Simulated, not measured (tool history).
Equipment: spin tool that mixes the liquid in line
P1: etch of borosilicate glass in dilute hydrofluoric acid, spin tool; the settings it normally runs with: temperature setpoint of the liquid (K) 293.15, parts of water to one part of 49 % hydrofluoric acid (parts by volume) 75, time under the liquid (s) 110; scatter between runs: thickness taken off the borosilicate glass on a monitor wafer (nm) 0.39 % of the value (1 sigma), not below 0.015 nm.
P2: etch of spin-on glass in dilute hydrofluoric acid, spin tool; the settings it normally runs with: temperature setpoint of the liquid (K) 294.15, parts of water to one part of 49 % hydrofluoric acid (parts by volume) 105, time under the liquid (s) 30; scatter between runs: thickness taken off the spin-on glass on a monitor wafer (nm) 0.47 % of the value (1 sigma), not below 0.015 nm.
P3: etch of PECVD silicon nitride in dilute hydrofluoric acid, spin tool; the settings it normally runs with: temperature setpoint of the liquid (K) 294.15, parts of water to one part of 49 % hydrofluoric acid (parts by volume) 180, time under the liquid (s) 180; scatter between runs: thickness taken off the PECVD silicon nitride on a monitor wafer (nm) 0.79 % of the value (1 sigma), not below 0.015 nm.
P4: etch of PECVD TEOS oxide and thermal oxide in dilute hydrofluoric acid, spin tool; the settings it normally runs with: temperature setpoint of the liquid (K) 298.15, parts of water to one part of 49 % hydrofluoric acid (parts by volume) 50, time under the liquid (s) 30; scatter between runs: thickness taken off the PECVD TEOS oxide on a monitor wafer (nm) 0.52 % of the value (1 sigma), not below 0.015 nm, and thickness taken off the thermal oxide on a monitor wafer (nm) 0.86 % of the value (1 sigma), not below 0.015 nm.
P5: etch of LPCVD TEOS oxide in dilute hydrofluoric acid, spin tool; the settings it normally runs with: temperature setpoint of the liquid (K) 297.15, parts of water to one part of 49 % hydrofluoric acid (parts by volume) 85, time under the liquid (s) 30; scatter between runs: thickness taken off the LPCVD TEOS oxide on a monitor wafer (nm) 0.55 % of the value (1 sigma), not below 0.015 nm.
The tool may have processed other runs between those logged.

run	hour	process that ran	temperature setpoint of the liquid (K)	parts of water to one part of 49 % hydrofluoric acid (parts by volume)	time under the liquid (s)	thickness taken off the borosilicate glass on a monitor wafer (nm)	thickness taken off the spin-on glass on a monitor wafer (nm)	thickness taken off the PECVD TEOS oxide on a monitor wafer (nm)	thickness taken off the thermal oxide on a monitor wafer (nm)	thickness taken off the LPCVD TEOS oxide on a monitor wafer (nm)	thickness taken off the PECVD silicon nitride on a monitor wafer (nm)
1	8.2	P1	293.15	75	110	32.010					
2	18.3	P1	293.15	75	110	32.264					
3	28.4	P2	294.15	105	30		5.4431				
4	41.8	P4	302.65	50	30			11.2270	3.6622		
5	48.3	P1	290.15	75	190	48.712					
6	56.1	P1	297.65	75	110	38.849					
7	64.6	P5	297.15	85	55					11.1120	
8	76.0	P3	294.15	180	180						2.7173
9	89.2	P1	293.15	75	35	10.195					
10	97.4	P1	293.15	75	110	32.054					
11	106.7	P2	294.15	105	30		5.4291				
12	116.3	P1	290.15	75	110	28.280					
13	130.8	P2	294.15	105	50		9.0234				
14	142.8	P4	298.15	50	30			9.3861	2.9926		
15	157.0	P5	297.15	20	30					28.1000	
16	171.3	P1	293.15	30	110	84.640					
17	184.9	P2	290.15	105	30		4.6190				
18	193.8	P3	294.15	180	80						1.2455
19	208.4	P4	298.15	90	30			4.9329	1.6158		
20	216.6	P5	297.15	85	30					6.0772	
21	227.5	P4	298.15	50	15			4.6844	1.5405		
22	233.8	P1	293.15	75	110	32.100					
23	244.0	P1	293.15	75	110	31.970					
24	250.4	P1	293.15	75	110	32.265					
25	262.2	P2	294.15	45	30		13.5430				
26	269.2	P1	293.15	35	30	19.600					
27	277.8	P3	294.15	180	180						2.7337
28	289.5	P4	298.15	50	30			9.4029	3.0438		
29	296.3	P3	294.15	290	180						1.7361
30	305.1	P1	293.15	115	110	19.971					
31	317.2	P3	299.15	180	180						3.7508
32	325.2	P5	290.15	85	30					4.5622	
33	334.8	P1	293.15	75	175	50.671					
34	346.3	P1	293.15	75	110	32.059					
35	358.0	P1	293.15	75	110	33.135					
36	364.7	P1	293.15	75	110	33.475					
37	373.0	P1	293.15	75	110	34.127					
38	382.2	P1	293.15	75	110	34.242					
39	395.9	P1	293.15	75	110	34.458					
40	403.0	P1	293.15	75	110	34.707					
41	415.0	P1	293.15	75	110	34.704					
42	426.5	P1	293.15	75	110	34.851					
43	436.7	P1	293.15	75	110	35.020					

What P1 gives has crept off from where it sat before. The 2 causes that follow fit the log equally well, each at the size noted:
A: liquid hotter than its thermometer reads (K) = 1.99
B: hydrofluoric acid flow above the setpoint (%) = 7.86
The process output started creeping at around hour 346.3.

The 4 check runs listed below each average the results of 2 wafers, and their outcomes are marked with question marks. Under which run would the listed causes produce clearly different results?
check 1	446.9	P2	294.15	105	30		?				
check 2	446.9	P3	294.15	180	180						?
check 3	446.9	P5	297.15	85	30					?	
check 4	446.9	P4	298.15	50	30			?	?		

Predicted outcomes, by check and by cause:
check	result	if A	if B
check 1	thickness taken off the spin-on glass on a monitor wafer (nm)	5.8585	5.8842
check 2	thickness taken off the PECVD silicon nitride on a monitor wafer (nm)	3.1131	2.9458
check 3	thickness taken off the LPCVD TEOS oxide on a monitor wafer (nm)	6.5493	6.5782
check 4	thickness taken off the PECVD TEOS oxide on a monitor wafer (nm)	10.1880	10.1880
check 4	thickness taken off the thermal oxide on a monitor wafer (nm)	3.3258	3.3256
Distance between the nearest two causes, measured in the result of the check that separates them most: check 1 0.44 %; check 2 5.52 %; check 3 0.44 %; check 4 0.01 %
Only in check 2 would the causes give clearly different results; in the remaining checks their results would be nearly the same.

Check 2 was carried out, with these results: thickness taken off the PECVD silicon nitride on a monitor wafer (nm) 2.9577. Which of the listed causes is responsible?

The cause is B: hydrofluoric acid flow above the setpoint (%).
